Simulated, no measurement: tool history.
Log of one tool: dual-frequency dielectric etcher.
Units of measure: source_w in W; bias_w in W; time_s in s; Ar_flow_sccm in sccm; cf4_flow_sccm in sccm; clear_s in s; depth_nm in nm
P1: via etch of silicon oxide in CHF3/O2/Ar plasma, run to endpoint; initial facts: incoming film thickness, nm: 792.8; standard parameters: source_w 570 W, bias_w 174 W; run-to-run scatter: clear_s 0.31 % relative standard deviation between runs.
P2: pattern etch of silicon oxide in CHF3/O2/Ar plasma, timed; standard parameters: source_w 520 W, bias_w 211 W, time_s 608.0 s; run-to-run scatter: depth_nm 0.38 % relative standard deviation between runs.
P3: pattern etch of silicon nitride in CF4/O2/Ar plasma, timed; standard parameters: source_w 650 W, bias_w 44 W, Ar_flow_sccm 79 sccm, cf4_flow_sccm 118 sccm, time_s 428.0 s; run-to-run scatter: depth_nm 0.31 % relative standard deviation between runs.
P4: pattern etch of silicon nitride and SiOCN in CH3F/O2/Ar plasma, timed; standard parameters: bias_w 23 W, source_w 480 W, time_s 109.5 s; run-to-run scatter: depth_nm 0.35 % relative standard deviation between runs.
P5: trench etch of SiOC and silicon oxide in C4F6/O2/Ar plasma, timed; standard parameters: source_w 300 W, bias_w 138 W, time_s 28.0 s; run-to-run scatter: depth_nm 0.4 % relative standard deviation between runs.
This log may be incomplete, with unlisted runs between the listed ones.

run   hour  process  source_w  bias_w  time_s  Ar_flow_sccm  cf4_flow_sccm  hours since the last wet clean  hours since the last source power generator calibration  hours since the last bias power generator calibration  clear_s  depth_nm
  1    6.7       P1       570     174                                                                213.1                                                   1929.6                                                  396.6   429.83
  2   14.3       P1       430     215                                                                220.7                                                   1937.2                                                  404.2   443.82
  3   20.9       P4       480      14   109.5                                                        227.3                                                   1943.8                                                  410.8             12.464
  4   25.8       P3       650      44   428.0           105            118                           232.2                                                   1948.7                                                  415.7            963.460
  5   32.6       P5       300     138    28.0                                                        239.0                                                   1955.5                                                  422.5             44.773
  6   38.2       P2       520     211   608.0                                                        244.6                                                   1961.1                                                  428.1           1222.100
  7   45.7       P4       580      23   109.5                                                        252.1                                                   1968.6                                                  435.6             16.514
  8   49.8       P3       650      44   428.0            79             77                           256.2                                                   1972.7                                                  439.7            941.570
  9   54.8       P5       300     138    37.5                                                        261.2                                                   1977.7                                                  444.7             60.337
 10   61.5       P1       570     232                                                                267.9                                                   1984.4                                                  451.4   388.94
 11   69.4       P1       800     174                                                                275.8                                                   1992.3                                                  459.3   376.38
 12   74.1       P1       570     120                                                                280.5                                                   1997.0                                                  464.0   481.68
 13   80.1       P2       520     265   608.0                                                        286.5                                                   2003.0                                                  470.0           1313.900
 14   84.1       P2       520     211   866.5                                                        290.5                                                   2007.0                                                  474.0           1732.800
 15   88.3       P3       850      44   428.0            79            118                           294.7                                                   2011.2                                                  478.2           1261.000
 16   92.6       P1       570     174                                                                299.0                                                   2015.5                                                  482.5   429.92
 17   96.6       P5       240     138    28.0                                                        303.0                                                   2019.5                                                  486.5             41.093
 18  100.2       P1       350     174                                                                306.6                                                   2023.1                                                  490.1   519.55
 19  106.5       P4       480      23   162.0                                                        312.9                                                   2029.4                                                  496.4             22.886
 20  110.8       P3       650      44   428.0            79            118                           317.2                                                   2033.7                                                  500.7            988.170
 21  115.7       P3       650      27   428.0            79            118                           322.1                                                   2038.6                                                  505.6            851.370
 22  123.7       P1       570     174                                                                330.1                                                   2046.6                                                  513.6   427.91
 23  128.7       P1       570     174                                                                335.1                                                   2051.6                                                  518.6   429.23
 24  133.5       P4       480      23   109.5                                                        339.9                                                   2056.4                                                  523.4             15.416
 25  137.6       P2       720     211   608.0                                                        344.0                                                   2060.5                                                  527.5           1376.200
 26  141.7       P3       650      44   273.0            79            118                           348.1                                                   2064.6                                                  531.6            632.960
 27  146.9       P5       300     182    28.0                                                        353.3                                                   2069.8                                                  536.8             48.842
 28  150.9       P1       570     174                                                                357.3                                                   2073.8                                                  540.8   429.24
 29  155.2       P1       570     174                                                                361.6                                                   2078.1                                                  545.1   428.29
 30  159.5       P1       570     174                                                                365.9                                                   2082.4                                                  549.4   430.55
 31  165.5       P1       570     174                                                                371.9                                                   2088.4                                                  555.4   431.92
 32  172.8       P1       570     174                                                                379.2                                                   2095.7                                                  562.7   435.80
 33  179.8       P1       570     174                                                                386.2                                                   2102.7                                                  569.7   434.75
     183.4  -- wet clean of the chamber
 34  187.0       P1       570     174                                                                  3.7                                                   2109.9                                                  576.9   437.37
 35  193.1       P1       570     174                                                                  9.8                                                   2116.0                                                  583.0   435.48
 36  198.5       P1       570     174                                                                 15.2                                                   2121.4                                                  588.4   435.89
 37  204.8       P1       570     174                                                                 21.5                                                   2127.7                                                  594.7   435.20
 38  211.3       P1       570     174                                                                 28.0                                                   2134.2                                                  601.2   436.51

Something has made what P1 gives creep away from where it was; the 2 causes below, each at its own stated size, fit the log equally well:
A: source power that arrives under what is set, % = 3.99
B: bias power that arrives under what is set, % = 4.57
The creep began at about hour 155.2.
All other causes, with the reason each is excluded:
chamber walls in a state that lowers the etch rate, %: was serviced at hour 183.4, once the creep was under way, yet the earlier output never came back

The check runs listed below each take one wafer, and their results are still question marks. Under which run would the listed causes lead to clearly different results?
check 1  217.8       P2       660     211   608.0                                                                                                                                                                                               ?
check 2  217.8       P5       250     182    28.0                                                                                                                                                                                               ?
check 3  217.8       P3       840      35   428.0            79            118                                                                                                                                                                  ?
check 4  217.8       P4       480      23   151.5                                                                                                                                                                                               ?

Expected result of each check under each candidate cause:
  check    result      if A      if B
check 1  depth_nm  1309.500  1308.700
check 2  depth_nm    44.863    44.881
check 3  depth_nm  1118.700  1143.500
check 4  depth_nm    21.039    20.903
How far apart the two closest causes lie, in the result that separates them most: check 1 0.06 %; check 2 0.04 %; check 3 2.19 %; check 4 0.65 %
The other checks would show nearly matching results whichever cause is true, so check 3 is the only one that separates the causes.

Then check 3 was run and gave: depth_nm 1115.300 nm. Which cause is it?

Of the candidate causes, it is A: source power that arrives under what is set, %.

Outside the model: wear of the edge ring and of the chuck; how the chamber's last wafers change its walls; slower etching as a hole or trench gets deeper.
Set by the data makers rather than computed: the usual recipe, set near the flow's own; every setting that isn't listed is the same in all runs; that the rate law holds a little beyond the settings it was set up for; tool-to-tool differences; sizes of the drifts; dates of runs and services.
